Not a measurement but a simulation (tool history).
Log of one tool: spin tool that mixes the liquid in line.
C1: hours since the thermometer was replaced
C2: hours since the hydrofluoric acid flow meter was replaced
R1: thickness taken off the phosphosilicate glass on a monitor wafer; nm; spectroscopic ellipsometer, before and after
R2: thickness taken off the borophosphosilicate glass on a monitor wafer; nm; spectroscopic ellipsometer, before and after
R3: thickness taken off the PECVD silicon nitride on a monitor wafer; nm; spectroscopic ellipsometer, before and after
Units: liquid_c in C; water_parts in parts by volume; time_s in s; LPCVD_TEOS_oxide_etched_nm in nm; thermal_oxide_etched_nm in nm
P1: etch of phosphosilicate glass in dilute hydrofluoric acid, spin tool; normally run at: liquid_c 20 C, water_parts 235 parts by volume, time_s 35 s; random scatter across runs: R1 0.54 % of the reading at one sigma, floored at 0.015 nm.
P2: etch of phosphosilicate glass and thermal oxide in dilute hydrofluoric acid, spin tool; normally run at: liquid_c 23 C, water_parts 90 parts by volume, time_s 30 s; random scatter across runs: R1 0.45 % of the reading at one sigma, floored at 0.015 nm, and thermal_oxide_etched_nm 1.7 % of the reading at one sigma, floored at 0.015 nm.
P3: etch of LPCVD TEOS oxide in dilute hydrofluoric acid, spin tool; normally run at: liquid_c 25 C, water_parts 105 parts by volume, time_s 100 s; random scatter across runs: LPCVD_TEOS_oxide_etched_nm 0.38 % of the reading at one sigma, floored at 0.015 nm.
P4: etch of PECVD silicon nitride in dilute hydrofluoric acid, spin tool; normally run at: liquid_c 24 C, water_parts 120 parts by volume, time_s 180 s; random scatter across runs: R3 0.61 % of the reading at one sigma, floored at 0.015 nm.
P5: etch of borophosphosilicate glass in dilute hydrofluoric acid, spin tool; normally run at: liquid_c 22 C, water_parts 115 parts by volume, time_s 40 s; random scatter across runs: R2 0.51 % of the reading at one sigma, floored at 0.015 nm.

run 1 hour=8.4 | process=P1 liquid_c=20 water_parts=235 time_s=35 | C1=632.6 C2=190.4 | R1=6.655
run 2 hour=16.3 | process=P1 liquid_c=20 water_parts=235 time_s=35 | C1=640.5 C2=198.3 | R1=6.6717
run 3 hour=23.2 | process=P1 liquid_c=20 water_parts=235 time_s=35 | C1=647.4 C2=205.2 | R1=6.7098
run 4 hour=33.1 | process=P5 liquid_c=30.5 water_parts=115 time_s=40 | C1=657.3 C2=215.1 | R2=34.914
run 5 hour=47.7 | process=P1 liquid_c=17 water_parts=235 time_s=35 | C1=671.9 C2=229.7 | R1=5.9826
run 6 hour=57.2 | process=P4 liquid_c=28 water_parts=120 time_s=180 | C1=681.4 C2=239.2 | R3=4.8704
run 7 hour=69 | process=P1 liquid_c=20 water_parts=235 time_s=35 | C1=693.2 C2=251 | R1=6.6919
run 8 hour=81.4 | process=P3 liquid_c=25 water_parts=105 time_s=200 | C1=705.6 C2=263.4 | LPCVD_TEOS_oxide_etched_nm=33.427
run 9 hour=95.1 | process=P1 liquid_c=20 water_parts=235 time_s=65 | C1=719.3 C2=277.1 | R1=12.505
run 10 hour=108.6 | process=P1 liquid_c=20 water_parts=235 time_s=20 | C1=732.8 C2=290.6 | R1=3.8189
run 11 hour=121.3 | process=P2 liquid_c=23 water_parts=90 time_s=15 | C1=745.5 C2=303.3 | R1=14.367 thermal_oxide_etched_nm=0.7645
run 12 hour=135.3 | process=P3 liquid_c=25 water_parts=170 time_s=100 | C1=759.5 C2=317.3 | LPCVD_TEOS_oxide_etched_nm=9.6615
run 13 hour=149.2 | process=P3 liquid_c=25 water_parts=105 time_s=100 | C1=773.4 C2=331.2 | LPCVD_TEOS_oxide_etched_nm=16.813
run 14 hour=156.4 | process=P2 liquid_c=23 water_parts=90 time_s=30 | C1=780.6 C2=338.4 | R1=28.599 thermal_oxide_etched_nm=1.5247
run 15 hour=163.8 | process=P4 liquid_c=24 water_parts=30 time_s=180 | C1=788 C2=345.8 | R3=14.745
run 16 hour=174.1 | process=P5 liquid_c=22 water_parts=115 time_s=15 | C1=798.3 C2=356.1 | R2=9.5035
run 17 hour=181.9 | process=P3 liquid_c=19.5 water_parts=105 time_s=100 | C1=806.1 C2=363.9 | LPCVD_TEOS_oxide_etched_nm=13.477
run 18 hour=188.3 | process=P1 liquid_c=20 water_parts=115 time_s=35 | C1=812.5 C2=370.3 | R1=15.454
run 19 hour=201.4 | process=P1 liquid_c=20 water_parts=360 time_s=35 | C1=825.6 C2=383.4 | R1=3.923
run 20 hour=211.1 | process=P2 liquid_c=23 water_parts=45 time_s=30 | C1=835.3 C2=393.1 | R1=61.056 thermal_oxide_etched_nm=3.1727
run 21 hour=217.5 | process=P1 liquid_c=20 water_parts=235 time_s=35 | C1=841.7 C2=399.5 | R1=6.72
run 22 hour=227.1 | process=P1 liquid_c=20 water_parts=235 time_s=35 | C1=851.3 C2=409.1 | R1=6.6421
run 23 hour=238 | process=P4 liquid_c=24 water_parts=120 time_s=180 | C1=862.2 C2=420 | R3=3.7149
run 24 hour=245.8 | process=P5 liquid_c=22 water_parts=115 time_s=40 | C1=870 C2=427.8 | R2=25.461
run 25 hour=258 | process=P5 liquid_c=22 water_parts=210 time_s=40 | C1=882.2 C2=440 | R2=12.599
run 26 hour=271.4 | process=P1 liquid_c=20 water_parts=235 time_s=35 | C1=895.6 C2=453.4 | R1=6.7194
run 27 hour=283.8 | process=P2 liquid_c=23 water_parts=90 time_s=30 | C1=908 C2=465.8 | R1=28.749 thermal_oxide_etched_nm=1.5788
run 28 hour=295.5 | process=P2 liquid_c=28 water_parts=90 time_s=30 | C1=919.7 C2=477.5 | R1=35.044 thermal_oxide_etched_nm=1.8771
run 29 hour=308.2 | process=P4 liquid_c=24 water_parts=120 time_s=15 | C1=932.4 C2=490.2 | R3=0.33775
run 30 hour=319.3 | process=P1 liquid_c=24 water_parts=235 time_s=35 | C1=943.5 C2=501.3 | R1=7.7523

Run 31 is up next; what results do you expect?
run 31 hour=330.4 | process=P3 liquid_c=25 water_parts=105 time_s=100 | C1=954.6 C2=512.4 | LPCVD_TEOS_oxide_etched_nm=?

Run 31 produced LPCVD_TEOS_oxide_etched_nm 16.706 nm.
